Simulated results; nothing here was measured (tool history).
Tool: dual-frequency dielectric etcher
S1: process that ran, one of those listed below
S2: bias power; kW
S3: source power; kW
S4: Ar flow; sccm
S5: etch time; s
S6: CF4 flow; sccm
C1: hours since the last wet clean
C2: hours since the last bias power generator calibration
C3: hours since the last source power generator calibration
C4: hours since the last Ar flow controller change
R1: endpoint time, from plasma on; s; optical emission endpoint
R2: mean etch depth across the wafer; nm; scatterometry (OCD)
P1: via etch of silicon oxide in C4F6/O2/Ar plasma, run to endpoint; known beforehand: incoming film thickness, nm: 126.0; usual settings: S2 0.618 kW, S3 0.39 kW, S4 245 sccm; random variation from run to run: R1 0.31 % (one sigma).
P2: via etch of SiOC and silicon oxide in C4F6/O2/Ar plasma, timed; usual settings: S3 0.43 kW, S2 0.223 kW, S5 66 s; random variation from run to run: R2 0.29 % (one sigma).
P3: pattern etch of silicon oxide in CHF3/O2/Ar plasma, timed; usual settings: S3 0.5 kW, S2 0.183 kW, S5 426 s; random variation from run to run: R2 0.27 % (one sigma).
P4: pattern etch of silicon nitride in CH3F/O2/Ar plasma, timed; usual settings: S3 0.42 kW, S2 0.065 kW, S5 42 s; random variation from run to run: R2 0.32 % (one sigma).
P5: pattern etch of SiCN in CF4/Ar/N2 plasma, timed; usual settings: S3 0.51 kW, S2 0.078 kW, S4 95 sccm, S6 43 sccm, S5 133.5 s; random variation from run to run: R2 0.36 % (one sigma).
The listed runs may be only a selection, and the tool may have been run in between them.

run	hour	S1	S2	S3	S4	S5	S6	C1	C2	C3	C4	R1	R2
1	8.2	P1	0.618	0.39	245			91.5	3368.9	1755.1	320	24.531	
2	14.6	P1	0.618	0.39	155			97.9	3375.3	1761.5	326.4	23.275	
3	26.2	P3	0.183	0.5		426		109.5	3386.9	1773.1	338		774.75
4	32	P4	0.065	0.52		42		115.3	3392.7	1778.9	343.8		31
5	39.7	P2	0.155	0.43		66		123	3400.4	1786.6	351.5		74.579
6	46.3	P1	0.618	0.39	245			129.6	3407	1793.2	358.1	24.54	
7	51.9	P1	0.618	0.39	291			135.2	3412.6	1798.8	363.7	24.929	
8	62.9	P5	0.078	0.51	95	133.5	52	146.2	3423.6	1809.8	374.7		125.56
9	71.6	P4	0.065	0.42		42		154.9	3432.3	1818.5	383.4		28.507
10	81.6	P1	0.429	0.39	245			164.9	3442.3	1828.5	393.4	28.345	
11	88.2	P3	0.147	0.5		426		171.5	3448.9	1835.1	400		720.41
12	97.9	P2	0.223	0.58		66		181.2	3458.6	1844.8	409.7		93.901
13	107.5	P1	0.766	0.39	339			190.8	3468.2	1854.4	419.3	23.484	
14	113.4	P5	0.078	0.51	95	133.5	43	196.7	3474.1	1860.3	425.2		121.79
15	121.4	P5	0.078	0.51	95	133.5	43	204.7	3482.1	1868.3	433.2		121.54
16	131	P3	0.183	0.5		593.5		214.3	3491.7	1877.9	442.8		1083.1
17	137.8	P5	0.078	0.69	95	133.5	43	221.1	3498.5	1884.7	449.6		157.82
18	146.4	P5	0.046	0.51	95	133.5	43	229.7	3507.1	1893.3	458.2		101
19	155.2	P4	0.089	0.42		42		238.5	3515.9	1902.1	467		31.806
20	165.3	P5	0.078	0.51	95	104	43	248.6	3526	1912.2	477.1		94.846
21	175.4	P1	0.618	0.28	245			258.7	3536.1	1922.3	487.2	27.486	
22	182.2	P2	0.223	0.43		66		265.5	3542.9	1929.1	494		83.429
23	192.5	P1	0.618	0.39	245			275.8	3553.2	1939.4	504.3	24.606	
24	201.8	P2	0.223	0.43		90		285.1	3562.5	1948.7	513.6		113.66
25	212.3	P1	0.618	0.39	245			295.6	3573	1959.2	524.1	24.47	
26	223	P3	0.183	0.63		426		306.3	3583.7	1969.9	534.8		843.45
# hour 231.5: bias power generator calibrated
27	234.7	P1	0.749	0.39	245			318	3.3	1981.6	546.5	22.863	
28	243.4	P5	0.078	0.51	118	133.5	43	326.7	12	1990.3	555.2		117.56
29	249.2	P2	0.223	0.43		66		332.5	17.8	1996.1	561		83.387
30	254.9	P1	0.618	0.48	245			338.2	23.5	2001.8	566.7	22.703	
31	260	P1	0.618	0.39	245			343.3	28.6	2006.9	571.8	24.561	
32	265.9	P4	0.065	0.42		31		349.2	34.5	2012.8	577.7		20.94
33	272.9	P1	0.618	0.39	245			356.2	41.5	2019.8	584.7	24.603	
34	279.6	P1	0.618	0.39	245			362.9	48.2	2026.5	591.4	24.448	
35	288.5	P1	0.618	0.39	245			371.8	57.1	2035.4	600.3	24.308	
36	297.2	P1	0.618	0.39	245			380.5	65.8	2044.1	609	24.254	
37	305.9	P1	0.618	0.39	245			389.2	74.5	2052.8	617.7	24.242	
38	312.9	P1	0.618	0.39	245			396.2	81.5	2059.8	624.7	24.132	
39	323	P1	0.618	0.39	245			406.3	91.6	2069.9	634.8	24.233	
40	329.1	P1	0.618	0.39	245			412.4	97.7	2076	640.9	24.156	
# hour 333.7: wet clean of the chamber
# hour 340.2: Ar flow controller replaced
41	340.3	P1	0.618	0.39	245			6.6	108.9	2087.2	0.2	24.409	
42	346.4	P1	0.618	0.39	245			12.7	115	2093.3	6.3	24.218	
43	357.8	P1	0.618	0.39	245			24.1	126.4	2104.7	17.7	24.153	
44	362.9	P1	0.618	0.39	245			29.2	131.5	2109.8	22.8	24.231	

Something has made what P1 gives creep away from where it was; the 2 causes below, each at its own stated size, fit the log equally well:
A: source power that arrives over what is set, % = 4.31
B: bias power that arrives over what is set, % = 4.07
At approximately hour 272.9, the process output began to creep.
The rest of the possible causes, and what rules out each one:
chamber walls in a state that raises the etch rate, %: serviced after onset, at hour 333.7, with no recovery of the prior output
Ar flow that arrives under what is set, %: serviced after onset, at hour 340.2, with no recovery of the prior output

Consider the 4 check runs below, whose results appear as question marks and each of which averages 2 wafers. Which one distinguishes the causes, in that each cause would give it a clearly different result?
check 1	368	P4	0.065	0.42		42							?
check 2	368	P5	0.078	0.51	95	133.5	43						?
check 3	368	P2	0.223	0.43		66							?
check 4	368	P3	0.183	0.5		426							?

If the cause were each of the candidates in turn, the checks would give the following:
check	result	if A	if B
check 1	R2	28.919	28.839
check 2	R2	126.19	123.48
check 3	R2	84.912	84.676
check 4	R2	788.62	786.74
Per-check spread between the two closest causes, in the result where they differ most: check 1 0.28 %; check 2 2.17 %; check 3 0.28 %; check 4 0.24 %
Only check 2 tells the causes apart: in the others they would give nearly the same result.

Running check 2 produced the following: R2 125.85 nm. Which one of the listed causes fits?

Of the candidate causes, it is A: source power that arrives over what is set, %.
